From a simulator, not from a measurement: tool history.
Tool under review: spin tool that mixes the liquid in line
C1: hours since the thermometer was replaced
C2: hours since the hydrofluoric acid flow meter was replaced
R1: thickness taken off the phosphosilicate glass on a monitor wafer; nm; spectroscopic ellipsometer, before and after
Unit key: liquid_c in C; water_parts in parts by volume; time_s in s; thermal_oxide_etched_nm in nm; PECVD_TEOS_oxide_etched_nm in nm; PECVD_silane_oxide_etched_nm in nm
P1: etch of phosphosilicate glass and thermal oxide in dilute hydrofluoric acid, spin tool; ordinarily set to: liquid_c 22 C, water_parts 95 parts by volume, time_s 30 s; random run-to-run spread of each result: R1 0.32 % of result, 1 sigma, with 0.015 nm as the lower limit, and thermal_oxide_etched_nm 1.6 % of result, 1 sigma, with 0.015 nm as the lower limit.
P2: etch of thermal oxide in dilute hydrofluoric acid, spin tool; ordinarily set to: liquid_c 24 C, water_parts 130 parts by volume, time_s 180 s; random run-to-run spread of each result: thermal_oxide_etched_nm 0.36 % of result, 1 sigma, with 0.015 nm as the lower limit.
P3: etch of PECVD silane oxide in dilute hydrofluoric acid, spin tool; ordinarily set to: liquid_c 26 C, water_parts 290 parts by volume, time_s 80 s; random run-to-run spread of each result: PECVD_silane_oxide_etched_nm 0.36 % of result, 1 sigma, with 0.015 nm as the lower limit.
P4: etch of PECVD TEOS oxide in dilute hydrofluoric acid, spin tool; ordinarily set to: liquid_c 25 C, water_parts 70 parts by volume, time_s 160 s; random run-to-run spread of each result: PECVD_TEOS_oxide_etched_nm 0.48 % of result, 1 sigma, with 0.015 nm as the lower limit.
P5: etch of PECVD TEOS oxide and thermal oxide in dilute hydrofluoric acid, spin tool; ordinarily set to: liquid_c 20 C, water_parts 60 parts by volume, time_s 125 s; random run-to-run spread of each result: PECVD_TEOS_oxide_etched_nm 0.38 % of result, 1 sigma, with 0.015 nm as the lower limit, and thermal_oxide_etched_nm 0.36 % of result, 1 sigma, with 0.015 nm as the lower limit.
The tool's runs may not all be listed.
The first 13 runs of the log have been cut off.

Run 14, hour 135.9: process P1, liquid_c 22 C, water_parts 95 parts by volume, time_s 30 s; C1 1006.3; C2 603.9. Result: R1 59.902 nm, thermal_oxide_etched_nm 1.4289 nm.
Run 15, hour 147.1: process P1, liquid_c 26 C, water_parts 95 parts by volume, time_s 30 s; C1 1017.5; C2 615.1. Result: R1 69.887 nm, thermal_oxide_etched_nm 1.6864 nm.
Run 16, hour 156.6: process P5, liquid_c 28 C, water_parts 60 parts by volume, time_s 125 s; C1 1027; C2 624.6. Result: thermal_oxide_etched_nm 11.813 nm, PECVD_TEOS_oxide_etched_nm 34.642 nm.
Run 17, hour 162.6: process P1, liquid_c 22 C, water_parts 40 parts by volume, time_s 45 s; C1 1033; C2 630.6. Result: R1 228.58 nm, thermal_oxide_etched_nm 5.5516 nm.
Run 18, hour 168.4: process P3, liquid_c 26 C, water_parts 290 parts by volume, time_s 80 s; C1 1038.8; C2 636.4. Result: PECVD_silane_oxide_etched_nm 5.6752 nm.
Run 19, hour 176.4: process P1, liquid_c 22 C, water_parts 95 parts by volume, time_s 30 s; C1 1046.8; C2 644.4. Result: R1 59.496 nm, thermal_oxide_etched_nm 1.423 nm.
Run 20, hour 188.7: process P2, liquid_c 24 C, water_parts 130 parts by volume, time_s 290 s; C1 1059.1; C2 656.7. Result: thermal_oxide_etched_nm 11.145 nm.
Run 21, hour 195.9: process P4, liquid_c 25 C, water_parts 70 parts by volume, time_s 160 s; C1 1066.3; C2 663.9. Result: PECVD_TEOS_oxide_etched_nm 20.998 nm.
Run 22, hour 202.2: process P1, liquid_c 22 C, water_parts 160 parts by volume, time_s 30 s; C1 1072.6; C2 670.2. Result: R1 32.964 nm, thermal_oxide_etched_nm 0.80707 nm.
Run 23, hour 208.7: process P1, liquid_c 22 C, water_parts 30 parts by volume, time_s 45 s; C1 1079.1; C2 676.7. Result: R1 305.01 nm, thermal_oxide_etched_nm 7.6052 nm.
Run 24, hour 217.2: process P3, liquid_c 26 C, water_parts 485 parts by volume, time_s 80 s; C1 1087.6; C2 685.2. Result: PECVD_silane_oxide_etched_nm 2.8098 nm.
Run 25, hour 227.5: process P3, liquid_c 26 C, water_parts 290 parts by volume, time_s 80 s; C1 1097.9; C2 695.5. Result: PECVD_silane_oxide_etched_nm 5.666 nm.
Run 26, hour 233.2: process P2, liquid_c 29.5 C, water_parts 130 parts by volume, time_s 180 s; C1 1103.6; C2 701.2. Result: thermal_oxide_etched_nm 8.5315 nm.
Run 27, hour 242.9: process P1, liquid_c 22 C, water_parts 95 parts by volume, time_s 30 s; C1 1113.3; C2 710.9. Result: R1 59.939 nm, thermal_oxide_etched_nm 1.4244 nm.
Run 28, hour 256.1: process P1, liquid_c 22 C, water_parts 95 parts by volume, time_s 15 s; C1 1126.5; C2 724.1. Result: R1 30.061 nm, thermal_oxide_etched_nm 0.75707 nm.
Run 29, hour 263.4: process P5, liquid_c 20 C, water_parts 105 parts by volume, time_s 125 s; C1 1133.8; C2 731.4. Result: thermal_oxide_etched_nm 4.6599 nm, PECVD_TEOS_oxide_etched_nm 13.541 nm.
Run 30, hour 275.5: process P2, liquid_c 24 C, water_parts 130 parts by volume, time_s 180 s; C1 1145.9; C2 743.5. Result: thermal_oxide_etched_nm 6.9973 nm.
Run 31, hour 283.2: process P4, liquid_c 25 C, water_parts 100 parts by volume, time_s 160 s; C1 1153.6; C2 751.2. Result: PECVD_TEOS_oxide_etched_nm 14.182 nm.

What will run 32 give?
Run 32, hour 292.6: process P1, liquid_c 22 C, water_parts 95 parts by volume, time_s 30 s; C1 1163; C2 760.6. Result: R1 ?, thermal_oxide_etched_nm ?.

R1: 59.822 nm
thermal_oxide_etched_nm: 1.4628 nm

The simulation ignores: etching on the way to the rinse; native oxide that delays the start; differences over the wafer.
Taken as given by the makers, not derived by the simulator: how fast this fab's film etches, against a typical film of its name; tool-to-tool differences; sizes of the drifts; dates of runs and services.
